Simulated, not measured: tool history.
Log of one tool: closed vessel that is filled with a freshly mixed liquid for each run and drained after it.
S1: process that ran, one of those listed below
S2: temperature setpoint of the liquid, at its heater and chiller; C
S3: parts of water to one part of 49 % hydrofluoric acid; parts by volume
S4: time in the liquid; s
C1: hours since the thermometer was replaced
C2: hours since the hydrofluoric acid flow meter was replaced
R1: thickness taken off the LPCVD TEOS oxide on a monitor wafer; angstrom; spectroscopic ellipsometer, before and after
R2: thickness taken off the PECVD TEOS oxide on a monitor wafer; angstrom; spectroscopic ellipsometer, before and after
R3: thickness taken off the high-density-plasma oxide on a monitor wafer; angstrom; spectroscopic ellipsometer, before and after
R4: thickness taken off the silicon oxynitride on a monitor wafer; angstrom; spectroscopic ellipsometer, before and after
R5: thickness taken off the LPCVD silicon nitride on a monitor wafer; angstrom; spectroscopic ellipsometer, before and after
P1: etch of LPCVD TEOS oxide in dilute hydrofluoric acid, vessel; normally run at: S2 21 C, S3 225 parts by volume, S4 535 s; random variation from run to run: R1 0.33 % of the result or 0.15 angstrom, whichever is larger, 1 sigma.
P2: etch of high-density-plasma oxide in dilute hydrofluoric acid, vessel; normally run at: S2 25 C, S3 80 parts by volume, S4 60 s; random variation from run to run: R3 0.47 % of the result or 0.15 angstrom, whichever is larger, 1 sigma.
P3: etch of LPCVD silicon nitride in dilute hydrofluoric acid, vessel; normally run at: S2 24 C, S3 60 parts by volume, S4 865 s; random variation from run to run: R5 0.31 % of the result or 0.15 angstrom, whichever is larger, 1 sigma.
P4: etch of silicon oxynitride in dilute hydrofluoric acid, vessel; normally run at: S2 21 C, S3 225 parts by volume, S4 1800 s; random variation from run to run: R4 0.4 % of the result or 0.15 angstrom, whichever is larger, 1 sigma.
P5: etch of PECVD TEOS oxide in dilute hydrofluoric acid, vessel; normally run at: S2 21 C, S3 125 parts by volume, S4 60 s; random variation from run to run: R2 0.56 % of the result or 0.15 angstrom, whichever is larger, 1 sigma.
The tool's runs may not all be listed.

run 1 hour=5.9 | S1=P1 S2=21 S3=225 S4=535 | C1=2040.5 C2=1434.1 | R1=322.38
run 2 hour=14 | S1=P5 S2=17 S3=125 S4=60 | C1=2048.6 C2=1442.2 | R2=46.251
run 3 hour=21.3 | S1=P5 S2=21 S3=210 S4=60 | C1=2055.9 C2=1449.5 | R2=29.317
run 4 hour=26.8 | S1=P2 S2=19 S3=80 S4=60 | C1=2061.4 C2=1455 | R3=38.074
run 5 hour=33.9 | S1=P5 S2=21 S3=125 S4=60 | C1=2068.5 C2=1462.1 | R2=53.965
run 6 hour=41.5 | S1=P4 S2=21 S3=335 S4=1800 | C1=2076.1 C2=1469.7 | R4=104.92
run 7 hour=48.1 | S1=P2 S2=25 S3=135 S4=60 | C1=2082.7 C2=1476.3 | R3=27.015
run 8 hour=56 | S1=P1 S2=21 S3=120 S4=535 | C1=2090.6 C2=1484.2 | R1=674.91
run 9 hour=60 | S1=P1 S2=21 S3=410 S4=535 | C1=2094.6 C2=1488.2 | R1=148.74
run 10 hour=64.8 | S1=P2 S2=25 S3=80 S4=60 | C1=2099.4 C2=1493 | R3=48.618
-- hour=67.7 hydrofluoric acid flow meter replaced
run 11 hour=71.7 | S1=P1 S2=21 S3=225 S4=795 | C1=2106.3 C2=4 | R1=478.84
run 12 hour=77.6 | S1=P1 S2=17 S3=225 S4=535 | C1=2112.2 C2=9.9 | R1=275.2
run 13 hour=84.5 | S1=P1 S2=21 S3=320 S4=170 | C1=2119.1 C2=16.8 | R1=65.592
run 14 hour=91.7 | S1=P1 S2=21 S3=150 S4=305 | C1=2126.3 C2=24 | R1=297.93
run 15 hour=99.3 | S1=P3 S2=24 S3=60 S4=865 | C1=2133.9 C2=31.6 | R5=67.386
run 16 hour=106.9 | S1=P5 S2=21 S3=125 S4=85 | C1=2141.5 C2=39.2 | R2=77.19
run 17 hour=115.5 | S1=P1 S2=21 S3=225 S4=90 | C1=2150.1 C2=47.8 | R1=53.862
run 18 hour=124.6 | S1=P1 S2=26.5 S3=225 S4=535 | C1=2159.2 C2=56.9 | R1=393.33
run 19 hour=130.2 | S1=P2 S2=25 S3=80 S4=60 | C1=2164.8 C2=62.5 | R3=48.894
run 20 hour=135.9 | S1=P3 S2=31 S3=60 S4=865 | C1=2170.5 C2=68.2 | R5=106
run 21 hour=142.2 | S1=P5 S2=21 S3=125 S4=60 | C1=2176.8 C2=74.5 | R2=53.729
run 22 hour=148.7 | S1=P4 S2=21 S3=225 S4=2935 | C1=2183.3 C2=81 | R4=274.5
run 23 hour=153.5 | S1=P4 S2=27.5 S3=225 S4=1800 | C1=2188.1 C2=85.8 | R4=225.68
run 24 hour=162.2 | S1=P1 S2=21 S3=225 S4=535 | C1=2196.8 C2=94.5 | R1=321.83
run 25 hour=169.9 | S1=P4 S2=21 S3=225 S4=1800 | C1=2204.5 C2=102.2 | R4=167.75
run 26 hour=174.2 | S1=P2 S2=25 S3=80 S4=30 | C1=2208.8 C2=106.5 | R3=24.426
run 27 hour=179.7 | S1=P3 S2=24 S3=60 S4=1650 | C1=2214.3 C2=112 | R5=128.55
run 28 hour=185.9 | S1=P4 S2=21 S3=225 S4=1800 | C1=2220.5 C2=118.2 | R4=168.61
run 29 hour=192.8 | S1=P1 S2=21 S3=225 S4=535 | C1=2227.4 C2=125.1 | R1=320.29
run 30 hour=196.9 | S1=P1 S2=21 S3=225 S4=535 | C1=2231.5 C2=129.2 | R1=320.2
run 31 hour=205 | S1=P3 S2=24 S3=110 S4=865 | C1=2239.6 C2=137.3 | R5=37.174
run 32 hour=210.9 | S1=P1 S2=21 S3=225 S4=535 | C1=2245.5 C2=143.2 | R1=323.21
run 33 hour=219 | S1=P1 S2=21 S3=225 S4=535 | C1=2253.6 C2=151.3 | R1=315.31
run 34 hour=226.4 | S1=P1 S2=21 S3=225 S4=535 | C1=2261 C2=158.7 | R1=308.25
run 35 hour=230.4 | S1=P1 S2=21 S3=225 S4=535 | C1=2265 C2=162.7 | R1=309.7
run 36 hour=237.6 | S1=P1 S2=21 S3=225 S4=535 | C1=2272.2 C2=169.9 | R1=305.67
run 37 hour=242.2 | S1=P1 S2=21 S3=225 S4=535 | C1=2276.8 C2=174.5 | R1=304.59
run 38 hour=251.3 | S1=P1 S2=21 S3=225 S4=535 | C1=2285.9 C2=183.6 | R1=305.76
run 39 hour=256.3 | S1=P1 S2=21 S3=225 S4=535 | C1=2290.9 C2=188.6 | R1=304.21

What P1 gives has crept away from where it was. These 2 causes fit the log equally well, each at the size given:
A: hydrofluoric acid flow below the setpoint (%) = 4.33
B: liquid colder than its thermometer reads (K) = 1.43
The creep began at about hour 210.9.

4 check runs are offered, one wafer each, their results left as question marks. Which one tells the causes apart?
run check 1 hour=261.3 | S1=P3 S2=29 S3=95 S4=865 | R5=?
run check 2 hour=261.3 | S1=P2 S2=20 S3=80 S4=60 | R3=?
run check 3 hour=261.3 | S1=P5 S2=17.5 S3=125 S4=60 | R2=?
run check 4 hour=261.3 | S1=P4 S2=26.5 S3=225 S4=2930 | R4=?

What each check would give under each cause:
check=check_1 result=R5 if_A=56.678 if_B=54.083
check=check_2 result=R3 if_A=37.942 if_B=37.51
check=check_3 result=R2 if_A=44.687 if_B=44.261
check=check_4 result=R4 if_A=332.75 if_B=329.61
How far apart the two closest causes lie, in the result that separates them most: check 1 4.69 %; check 2 1.15 %; check 3 0.96 %; check 4 0.95 %
Check 1 tells the causes apart: in the others they would give nearly the same result.

Then check 1 was run and gave: R5 56.42 angstrom. Which cause is it?

It is A: hydrofluoric acid flow below the setpoint (%).
